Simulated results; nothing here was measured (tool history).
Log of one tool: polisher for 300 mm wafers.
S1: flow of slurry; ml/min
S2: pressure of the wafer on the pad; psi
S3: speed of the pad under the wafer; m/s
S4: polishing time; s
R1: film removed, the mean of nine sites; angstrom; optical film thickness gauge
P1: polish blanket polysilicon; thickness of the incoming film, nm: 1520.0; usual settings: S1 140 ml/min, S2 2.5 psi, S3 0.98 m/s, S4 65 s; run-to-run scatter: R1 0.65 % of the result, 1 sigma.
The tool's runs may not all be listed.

Run 1, hour 11.5: S1 140 ml/min, S2 2.5 psi, S3 0.98 m/s, S4 65 s. Result: R1 4084.4 angstrom.
Run 2, hour 23.6: S1 85 ml/min, S2 2.5 psi, S3 0.98 m/s, S4 65 s. Result: R1 3728.4 angstrom.
Run 3, hour 34.7: S1 140 ml/min, S2 2.5 psi, S3 0.98 m/s, S4 47 s. Result: R1 2998.6 angstrom.
Run 4, hour 42.9: S1 140 ml/min, S2 2.5 psi, S3 0.98 m/s, S4 65 s. Result: R1 4150.6 angstrom.
Run 5, hour 54.9: S1 140 ml/min, S2 1.3 psi, S3 0.98 m/s, S4 83 s. Result: R1 2796.7 angstrom.
Run 6, hour 67.3: S1 140 ml/min, S2 2.5 psi, S3 0.98 m/s, S4 65 s. Result: R1 4167 angstrom.
Run 7, hour 78.6: S1 140 ml/min, S2 2.5 psi, S3 0.98 m/s, S4 65 s. Result: R1 4181.5 angstrom.
Run 8, hour 88: S1 140 ml/min, S2 4 psi, S3 0.98 m/s, S4 65 s. Result: R1 6625.9 angstrom.
At hour 91.9: head pressure recalibrated.
Run 9, hour 99.5: S1 140 ml/min, S2 2.5 psi, S3 1.46 m/s, S4 65 s. Result: R1 6200.9 angstrom.
Run 10, hour 106.4: S1 140 ml/min, S2 2.5 psi, S3 0.98 m/s, S4 88 s. Result: R1 5592 angstrom.
Run 11, hour 115.7: S1 140 ml/min, S2 2.5 psi, S3 0.98 m/s, S4 65 s. Result: R1 4199.7 angstrom.

The next listed run, before its measurement:
Run 12, hour 126.9: S1 140 ml/min, S2 2.5 psi, S3 0.54 m/s, S4 65 s. Result: R1 ?.

Run 12 gave R1 2304 angstrom.
